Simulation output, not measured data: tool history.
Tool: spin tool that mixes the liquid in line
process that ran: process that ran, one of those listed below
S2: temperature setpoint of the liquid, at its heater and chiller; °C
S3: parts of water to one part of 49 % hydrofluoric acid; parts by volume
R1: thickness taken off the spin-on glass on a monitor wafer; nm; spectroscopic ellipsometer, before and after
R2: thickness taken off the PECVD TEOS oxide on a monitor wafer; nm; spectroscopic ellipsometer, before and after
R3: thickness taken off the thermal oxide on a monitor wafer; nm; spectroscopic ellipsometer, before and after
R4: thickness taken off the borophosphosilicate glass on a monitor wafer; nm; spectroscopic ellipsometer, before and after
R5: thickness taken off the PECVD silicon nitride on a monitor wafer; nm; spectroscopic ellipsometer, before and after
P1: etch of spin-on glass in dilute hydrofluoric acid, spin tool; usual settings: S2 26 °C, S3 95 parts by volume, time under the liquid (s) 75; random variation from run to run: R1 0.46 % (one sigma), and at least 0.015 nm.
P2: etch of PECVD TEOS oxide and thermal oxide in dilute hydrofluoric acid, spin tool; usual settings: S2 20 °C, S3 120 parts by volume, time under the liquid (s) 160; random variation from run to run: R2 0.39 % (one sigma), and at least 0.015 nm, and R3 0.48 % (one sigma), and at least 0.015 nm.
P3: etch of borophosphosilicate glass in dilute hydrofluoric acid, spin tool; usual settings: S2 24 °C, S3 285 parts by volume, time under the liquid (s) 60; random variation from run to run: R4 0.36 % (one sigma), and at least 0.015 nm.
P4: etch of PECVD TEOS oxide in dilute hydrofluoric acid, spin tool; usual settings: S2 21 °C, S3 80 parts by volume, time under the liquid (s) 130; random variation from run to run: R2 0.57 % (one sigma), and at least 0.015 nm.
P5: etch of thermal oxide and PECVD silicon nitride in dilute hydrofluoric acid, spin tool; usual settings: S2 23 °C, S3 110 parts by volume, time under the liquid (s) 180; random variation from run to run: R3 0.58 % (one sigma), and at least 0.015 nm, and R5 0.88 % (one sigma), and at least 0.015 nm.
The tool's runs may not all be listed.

{"run": 1, "hour": 6.2, "process that ran": "P1", "S2": 26, "S3": 95, "time under the liquid (s)": 75, "R1": 50.085}
{"run": 2, "hour": 9.5, "process that ran": "P4", "S2": 21, "S3": 80, "time under the liquid (s)": 245, "R2": 23.527}
{"run": 3, "hour": 14.1, "process that ran": "P2", "S2": 20, "S3": 175, "time under the liquid (s)": 160, "R2": 8.5013, "R3": 3.7924}
{"run": 4, "hour": 21.0, "process that ran": "P3", "S2": 24, "S3": 285, "time under the liquid (s)": 120, "R4": 19.567}
{"run": 5, "hour": 28.0, "process that ran": "P3", "S2": 24, "S3": 285, "time under the liquid (s)": 60, "R4": 9.8157}
{"run": 6, "hour": 33.7, "process that ran": "P4", "S2": 21, "S3": 80, "time under the liquid (s)": 130, "R2": 12.381}
{"run": 7, "hour": 39.1, "process that ran": "P1", "S2": 33.5, "S3": 95, "time under the liquid (s)": 75, "R1": 65.888}
{"run": 8, "hour": 44.5, "process that ran": "P1", "S2": 26, "S3": 95, "time under the liquid (s)": 75, "R1": 49.769}
{"run": 9, "hour": 48.2, "process that ran": "P5", "S2": 23, "S3": 180, "time under the liquid (s)": 180, "R3": 4.3079, "R5": 1.6429}
{"run": 10, "hour": 51.6, "process that ran": "P1", "S2": 26, "S3": 95, "time under the liquid (s)": 140, "R1": 93.144}
{"run": 11, "hour": 56.4, "process that ran": "P1", "S2": 26, "S3": 95, "time under the liquid (s)": 75, "R1": 49.61}
{"run": 12, "hour": 60.7, "process that ran": "P1", "S2": 26, "S3": 145, "time under the liquid (s)": 75, "R1": 30.615}
{"run": 13, "hour": 65.3, "process that ran": "P5", "S2": 23, "S3": 110, "time under the liquid (s)": 350, "R3": 14.922, "R5": 5.1979}
{"run": 14, "hour": 70.0, "process that ran": "P5", "S2": 23, "S3": 110, "time under the liquid (s)": 180, "R3": 7.7344, "R5": 2.7081}
{"run": 15, "hour": 76.9, "process that ran": "P3", "S2": 24, "S3": 80, "time under the liquid (s)": 60, "R4": 43.742}
{"run": 16, "hour": 82.8, "process that ran": "P5", "S2": 17, "S3": 110, "time under the liquid (s)": 180, "R3": 6.039, "R5": 1.7703}
{"run": 17, "hour": 89.7, "process that ran": "P2", "S2": 26, "S3": 120, "time under the liquid (s)": 160, "R2": 16.781, "R3": 7.4122}
{"run": 18, "hour": 94.5, "process that ran": "P2", "S2": 20, "S3": 120, "time under the liquid (s)": 265, "R2": 21.688, "R3": 9.6733}
{"run": 19, "hour": 100.0, "process that ran": "P3", "S2": 24, "S3": 285, "time under the liquid (s)": 60, "R4": 9.7431}
{"run": 20, "hour": 105.2, "process that ran": "P3", "S2": 32.5, "S3": 285, "time under the liquid (s)": 60, "R4": 12.966}
{"run": 21, "hour": 110.2, "process that ran": "P5", "S2": 23, "S3": 110, "time under the liquid (s)": 180, "R3": 7.6735, "R5": 2.7139}
{"run": 22, "hour": 115.2, "process that ran": "P1", "S2": 26, "S3": 95, "time under the liquid (s)": 75, "R1": 49.906}
{"run": 23, "hour": 119.2, "process that ran": "P1", "S2": 26, "S3": 95, "time under the liquid (s)": 30, "R1": 20.049}
{"hour": 121.3, "done": "thermometer replaced"}
{"run": 24, "hour": 122.7, "process that ran": "P4", "S2": 21, "S3": 40, "time under the liquid (s)": 130, "R2": 26.086}
{"run": 25, "hour": 126.1, "process that ran": "P1", "S2": 26, "S3": 95, "time under the liquid (s)": 75, "R1": 49.525}
{"run": 26, "hour": 132.4, "process that ran": "P1", "S2": 26, "S3": 155, "time under the liquid (s)": 130, "R1": 48.995}
{"run": 27, "hour": 138.7, "process that ran": "P4", "S2": 27.5, "S3": 80, "time under the liquid (s)": 130, "R2": 15.962}
{"run": 28, "hour": 142.3, "process that ran": "P4", "S2": 21, "S3": 80, "time under the liquid (s)": 130, "R2": 12.493}
{"run": 29, "hour": 146.0, "process that ran": "P2", "S2": 20, "S3": 120, "time under the liquid (s)": 160, "R2": 13.127, "R3": 5.8467}
{"run": 30, "hour": 151.0, "process that ran": "P1", "S2": 19.5, "S3": 95, "time under the liquid (s)": 75, "R1": 38.143}
{"run": 31, "hour": 156.6, "process that ran": "P1", "S2": 26, "S3": 95, "time under the liquid (s)": 75, "R1": 50.238}
{"run": 32, "hour": 163.6, "process that ran": "P1", "S2": 26, "S3": 95, "time under the liquid (s)": 75, "R1": 50.03}
{"run": 33, "hour": 169.5, "process that ran": "P1", "S2": 26, "S3": 35, "time under the liquid (s)": 75, "R1": 146.13}
{"run": 34, "hour": 172.9, "process that ran": "P1", "S2": 26, "S3": 95, "time under the liquid (s)": 75, "R1": 49.799}
{"run": 35, "hour": 177.7, "process that ran": "P1", "S2": 26, "S3": 95, "time under the liquid (s)": 75, "R1": 51.069}
{"run": 36, "hour": 182.2, "process that ran": "P1", "S2": 26, "S3": 95, "time under the liquid (s)": 75, "R1": 51.726}
{"run": 37, "hour": 188.2, "process that ran": "P1", "S2": 26, "S3": 95, "time under the liquid (s)": 75, "R1": 53.27}
{"run": 38, "hour": 193.6, "process that ran": "P1", "S2": 26, "S3": 95, "time under the liquid (s)": 75, "R1": 53.098}
{"run": 39, "hour": 198.4, "process that ran": "P1", "S2": 26, "S3": 95, "time under the liquid (s)": 75, "R1": 53.432}
{"run": 40, "hour": 204.1, "process that ran": "P1", "S2": 26, "S3": 95, "time under the liquid (s)": 75, "R1": 53.123}
{"run": 41, "hour": 209.7, "process that ran": "P1", "S2": 26, "S3": 95, "time under the liquid (s)": 75, "R1": 53.819}
{"run": 42, "hour": 216.3, "process that ran": "P1", "S2": 26, "S3": 95, "time under the liquid (s)": 75, "R1": 53.691}

What P1 gives has crept away from where it was. These 2 causes fit the log equally well, each at the size given:
A: hydrofluoric acid flow above the setpoint (%) = 6.98
B: liquid hotter than its thermometer reads (K) = 1.96
The creep began at about hour 172.9.

4 check runs are offered, one wafer each, their results left as question marks. Which one tells the causes apart?
{"run": "check 1", "hour": 222.9, "process that ran": "P3", "S2": 24, "S3": 90, "time under the liquid (s)": 115, "R4": "?"}
{"run": "check 2", "hour": 222.9, "process that ran": "P5", "S2": 17.5, "S3": 110, "time under the liquid (s)": 310, "R3": "?", "R5": "?"}
{"run": "check 3", "hour": 222.9, "process that ran": "P4", "S2": 24.5, "S3": 80, "time under the liquid (s)": 210, "R2": "?"}
{"run": "check 4", "hour": 222.9, "process that ran": "P2", "S2": 23, "S3": 120, "time under the liquid (s)": 160, "R2": "?", "R3": "?"}

What each check would give under each cause:
check=check_1 result=R4 if_A=79.318 if_B=79.536
check=check_2 result=R3 if_A=11.437 if_B=11.507
check=check_2 result=R5 if_A=3.3788 if_B=3.6208
check=check_3 result=R2 if_A=24.911 if_B=25.001
check=check_4 result=R2 if_A=16.002 if_B=16.001
check=check_4 result=R3 if_A=7.1017 if_B=7.101
How far apart the two closest causes lie, in the result that separates them most: check 1 0.27 %; check 2 6.92 %; check 3 0.36 %; check 4 0.01 %
Only check 2 tells the causes apart: in the others they would give nearly the same result.

Then check 2 was run and gave: R3 11.607 nm; R5 3.6658 nm. Which cause is it?

It is B: liquid hotter than its thermometer reads (K).
